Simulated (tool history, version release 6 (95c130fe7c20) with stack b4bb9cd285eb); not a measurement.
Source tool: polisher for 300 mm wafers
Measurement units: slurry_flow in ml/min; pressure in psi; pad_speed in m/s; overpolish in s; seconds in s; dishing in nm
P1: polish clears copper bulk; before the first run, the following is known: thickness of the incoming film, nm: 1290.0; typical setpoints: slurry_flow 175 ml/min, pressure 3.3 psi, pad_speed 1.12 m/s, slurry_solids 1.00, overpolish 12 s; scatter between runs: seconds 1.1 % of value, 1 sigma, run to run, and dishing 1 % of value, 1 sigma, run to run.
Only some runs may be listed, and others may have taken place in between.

run,day,slurry_flow,pressure,pad_speed,slurry_solids,overpolish,wafers polished on this pad,hours since the slurry nozzle was cleaned,hours since the head pressure was calibrated,hours since the slurry blender was calibrated,seconds,dishing
1,0.204,175,3.3,1.12,1.00,12,514,374.4,262.3,233.6,124.120,67.958
2,0.438,105,3.3,1.12,1.00,12,563,380.0,267.9,239.2,141.330,63.569
3,0.638,175,3.3,1.12,1.00,12,605,384.8,272.7,244.0,126.860,68.587
4,0.992,235,3.3,1.12,1.30,12,680,393.3,281.2,252.5,114.780,73.363
5,1.379,225,3.3,1.12,1.00,12,762,402.6,290.5,261.8,121.500,69.322
6,1.738,175,3.3,1.12,1.00,12,837,411.2,299.1,270.4,125.350,69.578
7,2.042,175,1.5,1.12,1.00,12,901,418.5,306.4,277.7,279.730,35.629
8,2.279,175,3.3,1.72,1.00,12,951,424.2,312.1,283.4,82.239,87.532
9,2.583,175,3.3,1.12,0.60,20,1016,431.5,319.4,290.7,139.780,86.276
10,2.875,235,3.3,1.12,0.60,12,1077,438.5,326.4,297.7,135.360,64.521
11,3.154,175,3.3,0.82,1.00,12,1136,445.2,333.1,304.4,171.020,56.101
12,3.538,175,3.3,1.12,1.00,4,1217,454.4,342.3,313.6,126.180,29.579
13,3.862,175,4.6,1.12,1.00,12,1286,462.2,350.1,321.4,91.616,89.130
14,4.071,175,3.3,1.12,1.00,12,1330,467.2,355.1,326.4,127.750,67.724
15,4.350,175,3.3,1.12,1.00,12,1388,473.9,361.8,333.1,127.690,68.881
# day 4.400: slurry blender recalibrated
16,4.583,175,3.3,1.12,1.00,22,1438,479.5,367.4,4.4,125.530,97.483
17,4.908,175,3.3,1.12,0.65,12,1506,487.3,375.2,12.2,138.120,65.384
18,5.221,175,3.3,1.12,1.00,12,1572,494.8,382.7,19.7,126.380,67.954
19,5.512,175,3.3,1.12,1.40,12,1634,501.8,389.7,26.7,116.690,70.993
20,5.867,175,3.3,1.12,1.00,12,1708,510.3,398.2,35.2,124.930,69.834
21,6.133,175,3.3,1.12,1.00,12,1765,516.7,404.6,41.6,131.390,66.832
22,6.304,175,3.3,1.12,1.00,12,1801,520.8,408.7,45.7,132.120,66.953
23,6.675,175,3.3,1.12,1.00,12,1879,529.7,417.6,54.6,136.660,65.544
# day 6.704: slurry blender recalibrated
# day 6.733: head pressure recalibrated
24,6.992,175,3.3,1.12,1.00,12,1946,537.3,6.3,6.9,135.890,65.211
25,7.250,175,3.3,1.12,1.00,12,2000,543.5,12.5,13.1,138.210,64.609
26,7.438,175,3.3,1.12,1.00,12,2040,548.0,17.0,17.6,137.620,66.188
27,7.654,175,3.3,1.12,1.00,12,2086,553.2,22.2,22.8,139.770,64.380
28,7.875,175,3.3,1.12,1.00,12,2132,558.5,27.5,28.1,140.510,66.541
29,8.096,175,3.3,1.12,1.00,12,2179,563.8,32.8,33.4,136.510,65.427

P1 no longer gives what it gave before; its output has crept away from where it was. The following 2 causes, each at its listed size, fit the log equally well:
A: removal rate lost through wear of the pad, % = 9.17
B: slurry flow missing at the pad, % = 39.5
The creep began at about day 5.867.
What rules out each remaining cause:
head's pressure below its setpoint, %: serviced at day 6.733, which brought nothing back
abrasive missing from the slurry, %: serviced at day 6.704, which brought nothing back

You are offered 4 check runs, listed below with question marks in place of their results; each one averages 2 wafers. Which run separates the listed causes by giving clearly different results for each?
check 1,8.317,175,3.3,1.12,0.80,22,,,,,?,?
check 2,8.317,175,1.6,1.72,1.00,12,,,,,?,?
check 3,8.317,175,3.3,1.12,1.00,22,,,,,?,?
check 4,8.317,105,1.6,1.12,1.00,12,,,,,?,?

Outcome of each check run for each possible cause:
check,result,if A,if B
check 1,seconds,145.560,145.580
check 1,dishing,89.969,89.961
check 2,seconds,186.480,186.510
check 2,dishing,48.331,48.325
check 3,seconds,138.850,138.880
check 3,dishing,92.036,92.028
check 4,seconds,315.970,333.870
check 4,dishing,32.657,31.241
Separation of the two closest causes in each check, using whichever result separates them best: check 1 0.02 %; check 2 0.02 %; check 3 0.02 %; check 4 5.51 %
The causes can be told apart only by check 4. The other checks would give nearly the same results under each of them.

Running check 4 produced the following: seconds 334.910 s; dishing 31.453 nm. Which one of the listed causes fits?

It is B: slurry flow missing at the pad, %.

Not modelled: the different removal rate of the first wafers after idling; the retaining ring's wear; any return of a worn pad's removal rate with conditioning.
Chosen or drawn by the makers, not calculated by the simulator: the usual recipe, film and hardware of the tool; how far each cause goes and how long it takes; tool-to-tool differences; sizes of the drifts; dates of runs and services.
